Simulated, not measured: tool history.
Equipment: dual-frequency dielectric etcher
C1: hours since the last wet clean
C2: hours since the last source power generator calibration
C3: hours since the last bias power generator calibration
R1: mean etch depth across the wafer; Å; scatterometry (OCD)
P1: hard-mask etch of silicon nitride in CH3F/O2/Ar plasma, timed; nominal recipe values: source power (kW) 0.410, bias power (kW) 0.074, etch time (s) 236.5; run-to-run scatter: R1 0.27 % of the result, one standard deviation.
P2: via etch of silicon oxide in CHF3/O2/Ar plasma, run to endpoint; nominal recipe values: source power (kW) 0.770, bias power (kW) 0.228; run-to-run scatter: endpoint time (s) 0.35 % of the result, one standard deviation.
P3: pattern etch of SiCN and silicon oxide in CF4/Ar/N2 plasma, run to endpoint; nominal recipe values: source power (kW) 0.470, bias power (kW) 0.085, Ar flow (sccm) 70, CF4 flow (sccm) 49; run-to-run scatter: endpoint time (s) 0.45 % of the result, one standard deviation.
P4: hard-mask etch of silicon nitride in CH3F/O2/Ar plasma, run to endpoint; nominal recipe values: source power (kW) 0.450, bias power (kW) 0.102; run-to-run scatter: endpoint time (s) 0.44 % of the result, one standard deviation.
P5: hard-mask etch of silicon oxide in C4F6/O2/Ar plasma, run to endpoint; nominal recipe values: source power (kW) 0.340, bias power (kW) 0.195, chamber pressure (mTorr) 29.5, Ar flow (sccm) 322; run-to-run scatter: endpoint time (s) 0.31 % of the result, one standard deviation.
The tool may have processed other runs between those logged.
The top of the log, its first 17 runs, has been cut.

run 18 hour=124.3 | process_that_ran=P5 source_power_(kW)=0.220 bias_power_(kW)=0.195 chamber_pressure_(mTorr)=29.5 Ar_flow_(sccm)=322 | C1=544.8 C2=1248.2 C3=1058.2 | endpoint_time_(s)=109.000
run 19 hour=133.1 | process_that_ran=P1 source_power_(kW)=0.410 bias_power_(kW)=0.074 etch_time_(s)=236.5 | C1=553.6 C2=1257.0 C3=1067.0 | R1=1614.90
run 20 hour=138.6 | process_that_ran=P1 source_power_(kW)=0.410 bias_power_(kW)=0.074 etch_time_(s)=236.5 | C1=559.1 C2=1262.5 C3=1072.5 | R1=1618.60
run 21 hour=146.6 | process_that_ran=P5 source_power_(kW)=0.340 bias_power_(kW)=0.195 chamber_pressure_(mTorr)=29.5 Ar_flow_(sccm)=249 | C1=567.1 C2=1270.5 C3=1080.5 | endpoint_time_(s)=89.380
run 22 hour=155.0 | process_that_ran=P1 source_power_(kW)=0.410 bias_power_(kW)=0.058 etch_time_(s)=236.5 | C1=575.5 C2=1278.9 C3=1088.9 | R1=1495.80
run 23 hour=159.3 | process_that_ran=P1 source_power_(kW)=0.410 bias_power_(kW)=0.074 etch_time_(s)=168.0 | C1=579.8 C2=1283.2 C3=1093.2 | R1=1152.90
run 24 hour=167.7 | process_that_ran=P3 source_power_(kW)=0.470 bias_power_(kW)=0.085 Ar_flow_(sccm)=44 CF4_flow_(sccm)=49 | C1=588.2 C2=1291.6 C3=1101.6 | endpoint_time_(s)=16.543
run 25 hour=175.1 | process_that_ran=P4 source_power_(kW)=0.620 bias_power_(kW)=0.102 | C1=595.6 C2=1299.0 C3=1109.0 | endpoint_time_(s)=61.178
run 26 hour=180.7 | process_that_ran=P1 source_power_(kW)=0.410 bias_power_(kW)=0.074 etch_time_(s)=236.5 | C1=601.2 C2=1304.6 C3=1114.6 | R1=1616.90
run 27 hour=185.2 | process_that_ran=P5 source_power_(kW)=0.340 bias_power_(kW)=0.123 chamber_pressure_(mTorr)=29.5 Ar_flow_(sccm)=322 | C1=605.7 C2=1309.1 C3=1119.1 | endpoint_time_(s)=106.200
run 28 hour=192.7 | process_that_ran=P1 source_power_(kW)=0.300 bias_power_(kW)=0.074 etch_time_(s)=318.0 | C1=613.2 C2=1316.6 C3=1126.6 | R1=1948.40
run 29 hour=200.2 | process_that_ran=P1 source_power_(kW)=0.410 bias_power_(kW)=0.074 etch_time_(s)=236.5 | C1=620.7 C2=1324.1 C3=1134.1 | R1=1622.90
run 30 hour=207.8 | process_that_ran=P1 source_power_(kW)=0.250 bias_power_(kW)=0.074 etch_time_(s)=236.5 | C1=628.3 C2=1331.7 C3=1141.7 | R1=1352.10
run 31 hour=212.1 | process_that_ran=P3 source_power_(kW)=0.470 bias_power_(kW)=0.085 Ar_flow_(sccm)=70 CF4_flow_(sccm)=69 | C1=632.6 C2=1336.0 C3=1146.0 | endpoint_time_(s)=16.927
run 32 hour=220.5 | process_that_ran=P3 source_power_(kW)=0.470 bias_power_(kW)=0.085 Ar_flow_(sccm)=70 CF4_flow_(sccm)=49 | C1=641.0 C2=1344.4 C3=1154.4 | endpoint_time_(s)=17.474
run 33 hour=225.3 | process_that_ran=P1 source_power_(kW)=0.540 bias_power_(kW)=0.074 etch_time_(s)=334.5 | C1=645.8 C2=1349.2 C3=1159.2 | R1=2549.40
run 34 hour=232.4 | process_that_ran=P2 source_power_(kW)=0.770 bias_power_(kW)=0.172 | C1=652.9 C2=1356.3 C3=1166.3 | endpoint_time_(s)=291.650
run 35 hour=242.2 | process_that_ran=P1 source_power_(kW)=0.410 bias_power_(kW)=0.074 etch_time_(s)=236.5 | C1=662.7 C2=1366.1 C3=1176.1 | R1=1620.00
run 36 hour=250.9 | process_that_ran=P1 source_power_(kW)=0.410 bias_power_(kW)=0.074 etch_time_(s)=236.5 | C1=671.4 C2=1374.8 C3=1184.8 | R1=1605.70
run 37 hour=256.5 | process_that_ran=P1 source_power_(kW)=0.410 bias_power_(kW)=0.074 etch_time_(s)=236.5 | C1=677.0 C2=1380.4 C3=1190.4 | R1=1602.40
run 38 hour=265.7 | process_that_ran=P1 source_power_(kW)=0.410 bias_power_(kW)=0.074 etch_time_(s)=236.5 | C1=686.2 C2=1389.6 C3=1199.6 | R1=1599.00
-- hour=267.8 wet clean of the chamber
run 39 hour=270.8 | process_that_ran=P1 source_power_(kW)=0.410 bias_power_(kW)=0.074 etch_time_(s)=236.5 | C1=3.0 C2=1394.7 C3=1204.7 | R1=1602.60
run 40 hour=275.7 | process_that_ran=P1 source_power_(kW)=0.410 bias_power_(kW)=0.074 etch_time_(s)=236.5 | C1=7.9 C2=1399.6 C3=1209.6 | R1=1597.80
run 41 hour=281.3 | process_that_ran=P1 source_power_(kW)=0.410 bias_power_(kW)=0.074 etch_time_(s)=236.5 | C1=13.5 C2=1405.2 C3=1215.2 | R1=1595.50

What will run 42 give?
run 42 hour=288.3 | process_that_ran=P1 source_power_(kW)=0.410 bias_power_(kW)=0.074 etch_time_(s)=236.5 | C1=20.5 C2=1412.2 C3=1222.2 | R1=?

Run 42 yielded R1 1595.10 Å.
